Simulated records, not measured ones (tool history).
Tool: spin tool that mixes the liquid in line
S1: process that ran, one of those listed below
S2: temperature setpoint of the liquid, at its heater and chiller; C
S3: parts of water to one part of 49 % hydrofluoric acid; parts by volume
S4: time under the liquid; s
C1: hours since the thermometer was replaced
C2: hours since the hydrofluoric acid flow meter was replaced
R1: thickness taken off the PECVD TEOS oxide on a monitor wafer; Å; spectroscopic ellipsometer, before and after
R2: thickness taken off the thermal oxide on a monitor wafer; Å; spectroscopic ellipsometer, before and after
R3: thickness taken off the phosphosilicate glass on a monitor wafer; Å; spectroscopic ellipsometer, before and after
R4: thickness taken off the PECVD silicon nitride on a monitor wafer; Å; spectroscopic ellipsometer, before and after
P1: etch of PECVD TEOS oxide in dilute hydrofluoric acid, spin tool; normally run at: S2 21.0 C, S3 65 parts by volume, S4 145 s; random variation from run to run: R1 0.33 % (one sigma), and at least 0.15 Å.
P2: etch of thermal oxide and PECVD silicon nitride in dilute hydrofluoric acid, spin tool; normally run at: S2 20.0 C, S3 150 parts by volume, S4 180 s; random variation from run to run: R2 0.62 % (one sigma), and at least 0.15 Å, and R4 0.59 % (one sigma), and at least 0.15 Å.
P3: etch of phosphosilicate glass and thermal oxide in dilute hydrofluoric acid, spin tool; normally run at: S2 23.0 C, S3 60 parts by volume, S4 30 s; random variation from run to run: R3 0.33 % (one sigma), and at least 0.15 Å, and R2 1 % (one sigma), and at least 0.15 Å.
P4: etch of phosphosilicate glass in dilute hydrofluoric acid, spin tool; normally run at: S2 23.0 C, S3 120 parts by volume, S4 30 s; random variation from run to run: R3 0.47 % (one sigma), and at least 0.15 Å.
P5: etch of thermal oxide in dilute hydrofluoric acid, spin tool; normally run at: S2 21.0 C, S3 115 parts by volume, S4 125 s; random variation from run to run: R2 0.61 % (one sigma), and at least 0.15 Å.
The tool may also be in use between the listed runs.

{"run": 1, "hour": 4.9, "S1": "P1", "S2": 21.0, "S3": 65, "S4": 145, "C1": 1298.9, "C2": 691.2, "R1": 349.12}
{"run": 2, "hour": 9.7, "S1": "P5", "S2": 21.0, "S3": 115, "S4": 125, "C1": 1303.7, "C2": 696.0, "R2": 41.529}
{"run": 3, "hour": 17.4, "S1": "P1", "S2": 21.0, "S3": 65, "S4": 145, "C1": 1311.4, "C2": 703.7, "R1": 347.49}
{"run": 4, "hour": 25.8, "S1": "P1", "S2": 21.0, "S3": 65, "S4": 15, "C1": 1319.8, "C2": 712.1, "R1": 35.925}
{"run": 5, "hour": 31.3, "S1": "P4", "S2": 23.0, "S3": 120, "S4": 60, "C1": 1325.3, "C2": 717.6, "R3": 864.3}
{"run": 6, "hour": 37.8, "S1": "P4", "S2": 17.0, "S3": 120, "S4": 30, "C1": 1331.8, "C2": 724.1, "R3": 336.36}
{"run": 7, "hour": 43.6, "S1": "P5", "S2": 21.0, "S3": 115, "S4": 45, "C1": 1337.6, "C2": 729.9, "R2": 15.066}
{"run": 8, "hour": 47.4, "S1": "P3", "S2": 23.0, "S3": 60, "S4": 30, "C1": 1341.4, "C2": 733.7, "R2": 21.827, "R3": 313.32}
{"run": 9, "hour": 55.3, "S1": "P1", "S2": 25.0, "S3": 65, "S4": 145, "C1": 1349.3, "C2": 741.6, "R1": 408.92}
{"run": 10, "hour": 60.9, "S1": "P1", "S2": 21.0, "S3": 65, "S4": 145, "C1": 1354.9, "C2": 747.2, "R1": 351.45}
{"run": 11, "hour": 65.1, "S1": "P1", "S2": 21.0, "S3": 115, "S4": 145, "C1": 1359.1, "C2": 751.4, "R1": 186.2}
{"run": 12, "hour": 71.3, "S1": "P5", "S2": 21.0, "S3": 190, "S4": 125, "C1": 1365.3, "C2": 757.6, "R2": 23.379}
{"run": 13, "hour": 75.9, "S1": "P5", "S2": 25.5, "S3": 115, "S4": 125, "C1": 1369.9, "C2": 762.2, "R2": 49.638}
{"run": 14, "hour": 82.0, "S1": "P1", "S2": 21.0, "S3": 65, "S4": 145, "C1": 1376.0, "C2": 768.3, "R1": 349.0}
{"run": 15, "hour": 87.8, "S1": "P2", "S2": 20.0, "S3": 150, "S4": 180, "C1": 1381.8, "C2": 774.1, "R2": 45.634, "R4": 33.566}
{"run": 16, "hour": 95.1, "S1": "P2", "S2": 20.0, "S3": 150, "S4": 15, "C1": 1389.1, "C2": 781.4, "R2": 3.895, "R4": 2.368}
{"run": 17, "hour": 101.7, "S1": "P2", "S2": 20.0, "S3": 70, "S4": 180, "C1": 1395.7, "C2": 788.0, "R2": 104.93, "R4": 69.476}
{"run": 18, "hour": 106.0, "S1": "P4", "S2": 23.0, "S3": 120, "S4": 30, "C1": 1400.0, "C2": 792.3, "R3": 429.08}
{"hour": 108.3, "done": "thermometer replaced"}
{"run": 19, "hour": 111.4, "S1": "P2", "S2": 17.0, "S3": 150, "S4": 180, "C1": 3.2, "C2": 797.7, "R2": 39.933, "R4": 27.677}
{"run": 20, "hour": 116.4, "S1": "P4", "S2": 23.0, "S3": 200, "S4": 30, "C1": 8.2, "C2": 802.7, "R3": 237.3}
{"run": 21, "hour": 121.5, "S1": "P1", "S2": 21.0, "S3": 20, "S4": 145, "C1": 13.3, "C2": 807.8, "R1": 1198.2}
{"run": 22, "hour": 128.1, "S1": "P1", "S2": 21.0, "S3": 65, "S4": 145, "C1": 19.9, "C2": 814.4, "R1": 348.15}
{"run": 23, "hour": 134.4, "S1": "P1", "S2": 17.0, "S3": 65, "S4": 145, "C1": 26.2, "C2": 820.7, "R1": 294.5}
{"run": 24, "hour": 142.2, "S1": "P3", "S2": 23.0, "S3": 60, "S4": 60, "C1": 34.0, "C2": 828.5, "R2": 43.026, "R3": 626.32}
{"run": 25, "hour": 148.0, "S1": "P1", "S2": 21.0, "S3": 65, "S4": 145, "C1": 39.8, "C2": 834.3, "R1": 347.24}
{"run": 26, "hour": 155.1, "S1": "P1", "S2": 24.5, "S3": 40, "S4": 145, "C1": 46.9, "C2": 841.4, "R1": 678.66}
{"run": 27, "hour": 162.8, "S1": "P3", "S2": 28.5, "S3": 60, "S4": 30, "C1": 54.6, "C2": 849.1, "R2": 26.967, "R3": 392.96}
{"run": 28, "hour": 166.8, "S1": "P1", "S2": 21.0, "S3": 65, "S4": 255, "C1": 58.6, "C2": 853.1, "R1": 614.24}
{"run": 29, "hour": 170.8, "S1": "P3", "S2": 23.0, "S3": 105, "S4": 30, "C1": 62.6, "C2": 857.1, "R2": 11.63, "R3": 170.68}
{"run": 30, "hour": 179.2, "S1": "P2", "S2": 20.0, "S3": 150, "S4": 180, "C1": 71.0, "C2": 865.5, "R2": 45.166, "R4": 33.633}
{"run": 31, "hour": 186.5, "S1": "P1", "S2": 21.0, "S3": 65, "S4": 145, "C1": 78.3, "C2": 872.8, "R1": 348.4}
{"run": 32, "hour": 193.9, "S1": "P1", "S2": 21.0, "S3": 65, "S4": 145, "C1": 85.7, "C2": 880.2, "R1": 349.3}
{"run": 33, "hour": 199.4, "S1": "P1", "S2": 21.0, "S3": 65, "S4": 145, "C1": 91.2, "C2": 885.7, "R1": 336.79}
{"run": 34, "hour": 206.4, "S1": "P1", "S2": 21.0, "S3": 65, "S4": 145, "C1": 98.2, "C2": 892.7, "R1": 327.17}
{"run": 35, "hour": 210.7, "S1": "P1", "S2": 21.0, "S3": 65, "S4": 145, "C1": 102.5, "C2": 897.0, "R1": 324.64}
{"run": 36, "hour": 218.4, "S1": "P1", "S2": 21.0, "S3": 65, "S4": 145, "C1": 110.2, "C2": 904.7, "R1": 319.2}
{"run": 37, "hour": 223.3, "S1": "P1", "S2": 21.0, "S3": 65, "S4": 145, "C1": 115.1, "C2": 909.6, "R1": 318.95}
{"run": 38, "hour": 228.1, "S1": "P1", "S2": 21.0, "S3": 65, "S4": 145, "C1": 119.9, "C2": 914.4, "R1": 317.43}
{"run": 39, "hour": 232.0, "S1": "P1", "S2": 21.0, "S3": 65, "S4": 145, "C1": 123.8, "C2": 918.3, "R1": 316.06}
{"run": 40, "hour": 239.5, "S1": "P1", "S2": 21.0, "S3": 65, "S4": 145, "C1": 131.3, "C2": 925.8, "R1": 316.14}
{"run": 41, "hour": 243.9, "S1": "P1", "S2": 21.0, "S3": 65, "S4": 145, "C1": 135.7, "C2": 930.2, "R1": 315.08}

What P1 gives has crept away from where it was. These 2 causes fit the log equally well, each at the size given:
A: liquid colder than its thermometer reads (K) = 2.44
B: hydrofluoric acid flow below the setpoint (%) = 9.03
The creep began at about hour 193.9.

4 check runs are offered, one wafer each, their results left as question marks. Which one tells the causes apart?
{"run": "check 1", "hour": 248.3, "S1": "P5", "S2": 21.0, "S3": 115, "S4": 125, "R2": "?"}
{"run": "check 2", "hour": 248.3, "S1": "P2", "S2": 20.0, "S3": 150, "S4": 180, "R2": "?", "R4": "?"}
{"run": "check 3", "hour": 248.3, "S1": "P4", "S2": 23.0, "S3": 120, "S4": 30, "R3": "?"}
{"run": "check 4", "hour": 248.3, "S1": "P3", "S2": 23.0, "S3": 60, "S4": 30, "R2": "?", "R3": "?"}

What each check would give under each cause:
check=check_1 result=R2 if_A=37.718 if_B=37.422
check=check_2 result=R2 if_A=41.032 if_B=40.555
check=check_2 result=R4 if_A=28.543 if_B=30.691
check=check_3 result=R3 if_A=391.12 if_B=386.81
check=check_4 result=R2 if_A=19.611 if_B=19.595
check=check_4 result=R3 if_A=283.96 if_B=283.72
How far apart the two closest causes lie, in the result that separates them most: check 1 0.79 %; check 2 7.26 %; check 3 1.11 %; check 4 0.08 %
Check 2 tells the causes apart: in the others they would give nearly the same result.

Then check 2 was run and gave: R2 41.524 Å; R4 28.433 Å. Which cause is it?

It is A: liquid colder than its thermometer reads (K).
